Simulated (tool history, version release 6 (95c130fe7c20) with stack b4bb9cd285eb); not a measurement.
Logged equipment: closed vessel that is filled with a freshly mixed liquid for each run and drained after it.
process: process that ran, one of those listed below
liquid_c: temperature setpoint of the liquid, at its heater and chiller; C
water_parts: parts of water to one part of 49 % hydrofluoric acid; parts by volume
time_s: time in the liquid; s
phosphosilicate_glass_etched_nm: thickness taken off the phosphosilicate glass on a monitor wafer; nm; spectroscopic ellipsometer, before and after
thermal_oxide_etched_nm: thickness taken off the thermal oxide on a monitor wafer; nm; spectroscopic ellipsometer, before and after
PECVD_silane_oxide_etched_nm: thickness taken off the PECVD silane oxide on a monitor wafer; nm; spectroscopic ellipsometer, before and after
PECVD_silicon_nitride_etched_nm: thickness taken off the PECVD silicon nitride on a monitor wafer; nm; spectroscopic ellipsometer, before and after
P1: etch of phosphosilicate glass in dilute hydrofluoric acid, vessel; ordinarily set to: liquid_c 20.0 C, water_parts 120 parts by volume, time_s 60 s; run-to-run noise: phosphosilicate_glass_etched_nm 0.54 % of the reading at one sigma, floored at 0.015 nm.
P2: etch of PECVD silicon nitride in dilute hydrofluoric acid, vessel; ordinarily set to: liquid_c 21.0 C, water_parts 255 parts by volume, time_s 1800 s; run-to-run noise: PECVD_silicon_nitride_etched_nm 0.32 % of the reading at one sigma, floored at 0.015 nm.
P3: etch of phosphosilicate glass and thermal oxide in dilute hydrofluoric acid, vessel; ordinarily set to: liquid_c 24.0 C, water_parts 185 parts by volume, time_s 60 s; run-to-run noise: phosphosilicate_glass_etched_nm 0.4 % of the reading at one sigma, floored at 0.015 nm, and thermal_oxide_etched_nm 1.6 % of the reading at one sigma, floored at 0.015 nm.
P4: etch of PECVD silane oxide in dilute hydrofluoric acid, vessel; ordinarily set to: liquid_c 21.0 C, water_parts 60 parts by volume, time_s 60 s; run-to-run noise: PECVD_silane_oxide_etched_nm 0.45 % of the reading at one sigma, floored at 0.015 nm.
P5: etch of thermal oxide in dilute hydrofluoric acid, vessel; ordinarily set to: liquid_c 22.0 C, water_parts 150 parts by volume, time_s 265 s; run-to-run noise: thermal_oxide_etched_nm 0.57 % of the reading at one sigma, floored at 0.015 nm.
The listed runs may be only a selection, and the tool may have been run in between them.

run	hour	process	liquid_c	water_parts	time_s	hours since the thermometer was replaced	hours since the hydrofluoric acid flow meter was replaced	phosphosilicate_glass_etched_nm	thermal_oxide_etched_nm	PECVD_silane_oxide_etched_nm	PECVD_silicon_nitride_etched_nm
1	6.0	P1	20.0	120	60	226.6	1393.7	54.721			
2	11.1	P5	22.0	150	265	231.7	1398.8		6.66850		
3	16.5	P4	21.0	60	60	237.1	1404.2			28.585	
4	25.7	P2	21.0	255	470	246.3	1413.4				3.488
5	30.0	P1	20.0	120	60	250.6	1417.7	55.552			
6	35.3	P2	28.5	255	1800	255.9	1423.0				21.320
7	39.9	P5	17.0	150	265	260.5	1427.6		5.53570		
8	46.6	P1	20.0	210	60	267.2	1434.3	29.084			
9	53.2	P1	20.0	75	60	273.8	1440.9	92.463			
10	62.0	P1	17.0	120	30	282.6	1449.7	24.232			
11	68.5	P5	22.0	30	265	289.1	1456.2		38.39800		
12	73.5	P1	20.0	120	100	294.1	1461.2	91.743			
13	77.9	P1	20.0	120	60	298.5	1465.6	54.779			
14	82.1	P1	27.5	190	60	302.7	1469.8	42.584			
15	87.9	P4	21.0	60	30	308.5	1475.6			14.452	
16	93.8	P5	22.0	150	85	314.4	1481.5		2.16110		
17	101.2	P3	24.0	185	30	321.8	1488.9	15.201	0.71372		
18	108.3	P1	20.0	120	60	328.9	1496.0	55.073			
19	116.3	P4	21.0	110	60	336.9	1504.0			14.768	
20	122.1	P3	24.0	275	60	342.7	1509.8	18.545	0.87990		
21	127.1	P1	28.0	120	60	347.7	1514.8	75.088			
22	131.2	P5	22.0	150	265	351.8	1518.9		6.75720		
23	136.1	P2	21.0	255	1800	356.7	1523.8				13.487
24	144.4	P2	21.0	255	1800	365.0	1532.1				13.404
25	151.0	P3	24.0	185	60	371.6	1538.7	30.400	1.44150		
26	157.3	P1	20.0	120	30	377.9	1545.0	27.484			
27	163.5	P3	17.5	185	60	384.1	1551.2	23.609	1.12250		
28	167.6	P4	27.0	60	60	388.2	1555.3			36.514	
29	176.8	P2	21.0	55	1800	397.4	1564.5				60.074
30	183.4	P1	17.0	120	60	404.0	1571.1	48.641			
31	189.2	P1	20.0	120	60	409.8	1576.9	55.004			
32	194.9	P1	20.0	120	60	415.5	1582.6	55.534			
33	201.7	P1	20.0	120	60	422.3	1589.4	57.725			
34	207.6	P1	20.0	120	60	428.2	1595.3	59.540			
35	213.6	P1	20.0	120	60	434.2	1601.3	59.488			
36	220.2	P1	20.0	120	60	440.8	1607.9	59.625			
37	229.0	P1	20.0	120	60	449.6	1616.7	60.418			
38	234.0	P1	20.0	120	60	454.6	1621.7	61.100			

The log shows P1 creeping away from where it was. Any of the 2 causes listed here, at the size stated for it, fits the log just as well as the others:
A: liquid hotter than its thermometer reads (K) = 2.34
B: hydrofluoric acid flow above the setpoint (%) = 8.68
The onset of the drift is placed at about hour 194.9.

Consider the 4 single-wafer check runs listed below, results given as question marks: which one distinguishes between the causes by giving clearly different results for each?
check 1	239.0	P2	21.0	95	1800						?
check 2	239.0	P4	27.0	60	30					?	
check 3	239.0	P3	19.0	185	60			?	?		
check 4	239.0	P5	22.0	35	120				?		

Expected result of each check under each candidate cause:
check	result	if A	if B
check 1	PECVD_silicon_nitride_etched_nm	41.272	38.275
check 2	PECVD_silane_oxide_etched_nm	20.075	20.027
check 3	phosphosilicate_glass_etched_nm	27.456	27.643
check 3	thermal_oxide_etched_nm	1.26660	1.27520
check 4	thermal_oxide_etched_nm	16.46600	16.28300
Minimum pairwise separation of causes per check, each pair taken at its best-separating result: check 1 7.54 %; check 2 0.24 %; check 3 0.68 %; check 4 1.11 %
Of the check runs offered, only check 1 discriminates between the causes; the rest would read about the same regardless of which cause applies.

With check 1 done, the readings were: PECVD_silicon_nitride_etched_nm 41.291 nm. Identify which of the listed causes applies.

Of the candidate causes, it is A: liquid hotter than its thermometer reads (K).

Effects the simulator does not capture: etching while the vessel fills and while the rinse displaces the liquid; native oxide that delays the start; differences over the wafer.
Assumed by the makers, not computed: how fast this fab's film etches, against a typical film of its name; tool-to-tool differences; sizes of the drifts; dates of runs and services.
